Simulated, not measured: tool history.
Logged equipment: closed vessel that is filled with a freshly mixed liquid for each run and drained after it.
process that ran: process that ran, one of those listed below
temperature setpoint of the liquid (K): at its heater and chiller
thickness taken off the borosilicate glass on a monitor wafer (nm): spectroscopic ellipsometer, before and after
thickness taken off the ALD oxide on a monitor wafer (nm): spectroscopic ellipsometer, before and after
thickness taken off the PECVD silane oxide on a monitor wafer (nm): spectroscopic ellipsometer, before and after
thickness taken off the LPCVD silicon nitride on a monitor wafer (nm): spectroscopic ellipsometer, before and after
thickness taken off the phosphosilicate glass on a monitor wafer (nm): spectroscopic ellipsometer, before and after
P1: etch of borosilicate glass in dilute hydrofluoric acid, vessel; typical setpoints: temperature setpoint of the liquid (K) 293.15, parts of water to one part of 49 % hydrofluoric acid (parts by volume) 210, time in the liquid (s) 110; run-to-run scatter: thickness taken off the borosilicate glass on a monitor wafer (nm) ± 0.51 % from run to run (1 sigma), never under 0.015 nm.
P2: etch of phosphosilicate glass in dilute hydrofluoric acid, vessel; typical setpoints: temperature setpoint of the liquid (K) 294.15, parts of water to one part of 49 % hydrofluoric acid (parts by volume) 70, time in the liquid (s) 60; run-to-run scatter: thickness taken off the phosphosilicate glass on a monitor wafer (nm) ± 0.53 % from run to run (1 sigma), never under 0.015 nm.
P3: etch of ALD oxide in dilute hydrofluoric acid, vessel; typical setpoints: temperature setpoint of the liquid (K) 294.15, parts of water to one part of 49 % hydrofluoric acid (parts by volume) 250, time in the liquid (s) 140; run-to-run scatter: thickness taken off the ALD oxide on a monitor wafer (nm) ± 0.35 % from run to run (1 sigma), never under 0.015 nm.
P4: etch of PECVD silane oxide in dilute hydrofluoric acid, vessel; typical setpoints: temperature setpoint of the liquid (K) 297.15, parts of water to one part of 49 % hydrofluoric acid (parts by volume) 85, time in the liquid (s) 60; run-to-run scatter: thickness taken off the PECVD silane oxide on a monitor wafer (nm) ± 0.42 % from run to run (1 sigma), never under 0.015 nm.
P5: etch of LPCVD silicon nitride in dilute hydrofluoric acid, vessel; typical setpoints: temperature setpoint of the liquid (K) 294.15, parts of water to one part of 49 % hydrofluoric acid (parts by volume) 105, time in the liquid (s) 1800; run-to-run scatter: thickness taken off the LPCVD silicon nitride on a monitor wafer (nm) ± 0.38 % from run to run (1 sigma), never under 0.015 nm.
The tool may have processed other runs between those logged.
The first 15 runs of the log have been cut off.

run	hour	process that ran	temperature setpoint of the liquid (K)	parts of water to one part of 49 % hydrofluoric acid (parts by volume)	time in the liquid (s)	hours since the thermometer was replaced	hours since the hydrofluoric acid flow meter was replaced	thickness taken off the borosilicate glass on a monitor wafer (nm)	thickness taken off the ALD oxide on a monitor wafer (nm)	thickness taken off the PECVD silane oxide on a monitor wafer (nm)	thickness taken off the LPCVD silicon nitride on a monitor wafer (nm)	thickness taken off the phosphosilicate glass on a monitor wafer (nm)
16	180.9	P4	293.15	85	60	45.2	1369.6			30.171		
17	188.8	P1	293.15	210	110	53.1	1377.5	17.2710				
18	202.5	P3	294.15	250	140	66.8	1391.2		5.9215			
19	210.8	P1	293.15	355	55	75.1	1399.5	4.5078				
20	227.0	P1	293.15	210	160	91.3	1415.7	25.0340				
21	240.6	P4	297.15	85	60	104.9	1429.3			35.241		
22	253.1	P2	294.15	70	60	117.4	1441.8					76.086
23	261.4	P1	293.15	285	110	125.7	1450.1	11.7550				
24	274.4	P1	293.15	210	60	138.7	1463.1	9.4609				
25	289.2	P1	293.15	125	110	153.5	1477.9	31.7620				
26	303.3	P1	293.15	210	110	167.6	1492.0	17.3190				
27	315.4	P2	294.15	70	60	179.7	1504.1					76.382
28	330.2	P1	298.15	210	110	194.5	1518.9	20.9540				
29	340.4	P5	294.15	25	1800	204.7	1529.1				28.9330	
30	349.3	P2	294.15	40	60	213.6	1538.0					138.210
31	364.9	P2	290.15	70	60	229.2	1553.6					64.142
32	376.7	P1	293.15	210	110	241.0	1565.4	17.2650				
33	389.4	P1	293.15	210	110	253.7	1578.1	17.7460				
34	398.0	P1	293.15	210	110	262.3	1586.7	17.7710				
35	411.3	P1	293.15	210	110	275.6	1600.0	18.0880				
36	427.6	P1	293.15	210	110	291.9	1616.3	18.1660				
37	442.1	P1	293.15	210	110	306.4	1630.8	18.1190				
38	451.7	P1	293.15	210	110	316.0	1640.4	18.1730				

Run 39, settings as shown, results not yet in. Your forecast:
39	459.8	P1	293.15	210	110	324.1	1648.5	?				

Logged for run 39: thickness taken off the borosilicate glass on a monitor wafer (nm) 18.2460.

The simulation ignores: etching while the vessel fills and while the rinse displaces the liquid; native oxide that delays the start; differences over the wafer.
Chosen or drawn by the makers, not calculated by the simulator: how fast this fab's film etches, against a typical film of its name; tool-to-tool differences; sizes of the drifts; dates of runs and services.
